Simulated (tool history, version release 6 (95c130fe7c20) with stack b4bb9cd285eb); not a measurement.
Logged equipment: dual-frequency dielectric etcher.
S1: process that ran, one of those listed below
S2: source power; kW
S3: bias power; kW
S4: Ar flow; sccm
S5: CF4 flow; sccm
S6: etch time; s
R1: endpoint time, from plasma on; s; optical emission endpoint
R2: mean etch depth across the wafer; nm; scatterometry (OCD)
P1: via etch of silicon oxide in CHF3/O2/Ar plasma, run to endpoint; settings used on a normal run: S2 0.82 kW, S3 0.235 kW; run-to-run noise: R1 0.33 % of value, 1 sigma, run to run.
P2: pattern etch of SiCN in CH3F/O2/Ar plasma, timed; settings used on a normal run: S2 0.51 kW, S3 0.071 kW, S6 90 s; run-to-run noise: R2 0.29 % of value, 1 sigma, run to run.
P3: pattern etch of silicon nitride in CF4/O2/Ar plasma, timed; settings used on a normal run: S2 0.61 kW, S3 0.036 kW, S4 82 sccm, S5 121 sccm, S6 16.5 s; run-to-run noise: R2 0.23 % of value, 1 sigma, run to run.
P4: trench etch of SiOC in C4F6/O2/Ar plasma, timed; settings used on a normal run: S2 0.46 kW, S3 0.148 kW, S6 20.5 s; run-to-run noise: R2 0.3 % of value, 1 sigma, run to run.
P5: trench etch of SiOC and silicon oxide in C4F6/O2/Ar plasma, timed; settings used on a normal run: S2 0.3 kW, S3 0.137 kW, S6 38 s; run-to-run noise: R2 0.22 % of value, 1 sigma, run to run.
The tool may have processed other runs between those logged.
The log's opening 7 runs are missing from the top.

run   hour  S1    S2     S3  S4   S5    S6      R1      R2
  8   90.5  P4  0.46  0.189           20.5          45.891
  9  105.4  P2  0.72  0.071             90          41.447
 10  120.5  P5   0.3  0.164             38          65.405
 11  129.8  P1  0.82  0.235                 341.97
 12  141.9  P1  0.99  0.235                 317.16
 13  156.6  P3  0.61  0.036  82  121  16.5          34.765
 14  167.1  P3  0.61  0.047  82  121  16.5          37.904
 15  182.3  P5   0.3  0.137             38          61.683
 16  198.7  P1  0.82  0.289                 318.93
 17  208.7  P1  0.82  0.148                 399.72
 18  220.5  P1  0.55  0.274                 374.39
 19    234  P1  0.82  0.235                  340.7
 20  250.1  P4  0.46  0.148           20.5          42.206
 21  259.9  P3  0.48  0.036  82  121  16.5          28.121

Predict the results of run 22:
 22  273.2  P2  0.51  0.071          90       ?

{"run 22": {"R2": 36.18}}
